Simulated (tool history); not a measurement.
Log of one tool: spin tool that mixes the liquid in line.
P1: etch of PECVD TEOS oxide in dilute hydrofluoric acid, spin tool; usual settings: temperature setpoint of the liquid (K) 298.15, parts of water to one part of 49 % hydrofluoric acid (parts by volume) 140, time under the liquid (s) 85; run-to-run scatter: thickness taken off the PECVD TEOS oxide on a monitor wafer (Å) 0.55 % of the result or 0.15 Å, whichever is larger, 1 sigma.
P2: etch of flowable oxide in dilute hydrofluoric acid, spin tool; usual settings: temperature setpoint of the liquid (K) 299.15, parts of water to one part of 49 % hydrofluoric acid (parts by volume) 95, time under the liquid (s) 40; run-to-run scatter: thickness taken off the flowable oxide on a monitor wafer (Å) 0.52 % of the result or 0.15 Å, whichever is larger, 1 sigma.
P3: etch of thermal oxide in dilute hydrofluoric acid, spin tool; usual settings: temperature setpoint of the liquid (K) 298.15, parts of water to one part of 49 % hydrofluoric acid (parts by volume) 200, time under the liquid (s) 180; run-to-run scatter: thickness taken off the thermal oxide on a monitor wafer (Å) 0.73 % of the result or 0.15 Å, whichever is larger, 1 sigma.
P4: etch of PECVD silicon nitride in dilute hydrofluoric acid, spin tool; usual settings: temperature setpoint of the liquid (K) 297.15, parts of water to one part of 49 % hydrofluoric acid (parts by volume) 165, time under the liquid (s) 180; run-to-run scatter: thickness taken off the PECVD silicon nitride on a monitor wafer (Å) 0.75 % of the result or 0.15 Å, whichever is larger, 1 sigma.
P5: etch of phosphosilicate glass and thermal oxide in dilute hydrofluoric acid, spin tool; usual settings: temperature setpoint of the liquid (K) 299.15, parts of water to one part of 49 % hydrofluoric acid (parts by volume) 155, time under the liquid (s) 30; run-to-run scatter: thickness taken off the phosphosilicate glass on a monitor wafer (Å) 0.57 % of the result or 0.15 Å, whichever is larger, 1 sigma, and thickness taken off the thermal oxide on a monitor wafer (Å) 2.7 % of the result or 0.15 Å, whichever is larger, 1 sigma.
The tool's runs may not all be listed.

run   hour  process that ran  temperature setpoint of the liquid (K)  parts of water to one part of 49 % hydrofluoric acid (parts by volume)  time under the liquid (s)  hours since the thermometer was replaced  hours since the hydrofluoric acid flow meter was replaced  thickness taken off the PECVD TEOS oxide on a monitor wafer (Å)  thickness taken off the thermal oxide on a monitor wafer (Å)  thickness taken off the PECVD silicon nitride on a monitor wafer (Å)  thickness taken off the phosphosilicate glass on a monitor wafer (Å)  thickness taken off the flowable oxide on a monitor wafer (Å)
  1    3.2                P1                                  298.15                                                                     140                         85                                     515.1                                                      843.8                                                          128.230
  2    6.6                P3                                  303.65                                                                     200                        180                                     518.5                                                      847.2                                                                                                                        45.8520
  3   11.3                P1                                  302.65                                                                     140                         85                                     523.2                                                      851.9                                                          151.260
  4   15.4                P1                                  298.15                                                                     140                         85                                     527.3                                                      856.0                                                          128.300
  5   21.0                P4                                  297.15                                                                     165                         15                                     532.9                                                      861.6                                                                                                                                                                                               2.3298
  6   24.0                P3                                  298.15                                                                     310                        180                                     535.9                                                      864.6                                                                                                                        22.1150
  7   27.4                P1                                  292.65                                                                     140                         85                                     539.3                                                      868.0                                                          103.190
  8   33.1                P1                                  298.15                                                                     140                         50                                     545.0                                                      873.7                                                           75.160
  9   36.6                P5                                  299.15                                                                     260                         30                                     548.5                                                      877.2                                                                                                                         4.7349                                                                                                                                      70.515
 10   41.7                P4                                  297.15                                                                     285                        180                                     553.6                                                      882.3                                                                                                                                                                                              16.1370
 11   45.6                P1                                  298.15                                                                     140                         85                                     557.5                                                      886.2                                                          128.810
 12   49.1                P2                                  299.15                                                                      95                         40                                     561.0                                                      889.7                                                                                                                                                                                                                                                                                                                                   106.020
 13   54.0                P1                                  298.15                                                                      70                         85                                     565.9                                                      894.6                                                          278.180
 14   58.2                P1                                  298.15                                                                     240                         85                                     570.1                                                      898.8                                                           66.916
 15   61.7                P5                                  294.15                                                                     155                         30                                     573.6                                                      902.3                                                                                                                         7.4727                                                                                                                                     109.590
 16   65.6                P4                                  297.15                                                                     165                        180                                     577.5                                                      906.2                                                                                                                                                                                              26.9330
 17   71.4                P3                                  298.15                                                                     200                        280                                     583.3                                                      912.0                                                                                                                        58.9580
 18   75.9                P1                                  305.15                                                                     140                        140                                     587.8                                                      916.5                                                          269.300
 19   79.8                P2                                  299.15                                                                      95                         15                                     591.7                                                      920.4                                                                                                                                                                                                                                                                                                                                    39.605
 20   82.8                P1                                  298.15                                                                     140                         85                                     594.7                                                      923.4                                                          128.920
 21   85.9                P5                                  299.15                                                                     155                         50                                     597.8                                                      926.5                                                                                                                        13.5780                                                                                                                                     223.200
 22   89.1                P4                                  290.65                                                                     165                        180                                     601.0                                                      929.7                                                                                                                                                                                              17.6830
 23   95.2                P2                                  299.15                                                                      55                         40                                     607.1                                                      935.8                                                                                                                                                                                                                                                                                                                                   192.550
 24  100.3                P1                                  298.15                                                                     140                         85                                     612.2                                                      940.9                                                          129.520
 25  106.5                P3                                  298.15                                                                     200                        180                                     618.4                                                      947.1                                                                                                                        37.3760
 26  110.8                P1                                  298.15                                                                     140                         85                                     622.7                                                      951.4                                                          127.430
 27  113.6                P2                                  294.15                                                                      95                         40                                     625.5                                                      954.2                                                                                                                                                                                                                                                                                                                                    86.285
 28  118.5                P1                                  294.15                                                                     140                        135                                     630.4                                                      959.1                                                          174.750
 29  123.5                P5                                  299.15                                                                     155                         30                                     635.4                                                      964.1                                                                                                                         8.5998                                                                                                                                     132.520
 30  126.6                P1                                  298.15                                                                     140                        130                                     638.5                                                      967.2                                                          195.610
 31  129.8                P4                                  297.15                                                                     165                        180                                     641.7                                                      970.4                                                                                                                                                                                              27.0860
 32  134.8                P1                                  298.15                                                                     140                         85                                     646.7                                                      975.4                                                          129.800
 33  137.6                P1                                  298.15                                                                     140                         85                                     649.5                                                      978.2                                                          130.390
 34  141.5                P1                                  298.15                                                                     140                         85                                     653.4                                                      982.1                                                          133.030
 35  147.0                P1                                  298.15                                                                     140                         85                                     658.9                                                      987.6                                                          136.310
 36  152.4                P1                                  298.15                                                                     140                         85                                     664.3                                                      993.0                                                          134.920
 37  155.3                P1                                  298.15                                                                     140                         85                                     667.2                                                      995.9                                                          136.790
 38  160.2                P1                                  298.15                                                                     140                         85                                     672.1                                                     1000.8                                                          137.070
 39  164.1                P1                                  298.15                                                                     140                         85                                     676.0                                                     1004.7                                                          136.300

What P1 gives has crept away from where it was. These 2 causes fit the log equally well, each at the size given:
A: liquid hotter than its thermometer reads (K) = 1.89
B: hydrofluoric acid flow above the setpoint (%) = 6.33
The creep began at about hour 134.8.

4 check runs are offered, each on 2 wafers whose results are averaged, their results left as question marks. Which one tells the causes apart?
check 1  168.0                P5                                  299.15                                                                     155                         30                                                                                                                                                                                                                                   ?                                                                                                                                           ?
check 2  168.0                P3                                  298.15                                                                     200                        180                                                                                                                                                                                                                                   ?
check 3  168.0                P2                                  299.15                                                                      95                         40                                                                                                                                                                                                                                                                                                                                                                                                                                              ?
check 4  168.0                P4                                  297.15                                                                     165                        180                                                                                                                                                                                                                                                                                                         ?

What each check would give under each cause:
  check                                                                result     if A     if B
check 1          thickness taken off the thermal oxide on a monitor wafer (Å)   9.0874   9.1109
check 1  thickness taken off the phosphosilicate glass on a monitor wafer (Å)  142.500  142.870
check 2          thickness taken off the thermal oxide on a monitor wafer (Å)  40.6880  40.9420
check 3         thickness taken off the flowable oxide on a monitor wafer (Å)  113.480  112.990
check 4  thickness taken off the PECVD silicon nitride on a monitor wafer (Å)  30.9550  29.1690
How far apart the two closest causes lie, in the result that separates them most: check 1 0.26 %; check 2 0.62 %; check 3 0.44 %; check 4 5.95 %
Only check 4 tells the causes apart: in the others they would give nearly the same result.

Then check 4 was run and gave: thickness taken off the PECVD silicon nitride on a monitor wafer (Å) 29.0700. Which cause is it?

It is B: hydrofluoric acid flow above the setpoint (%).
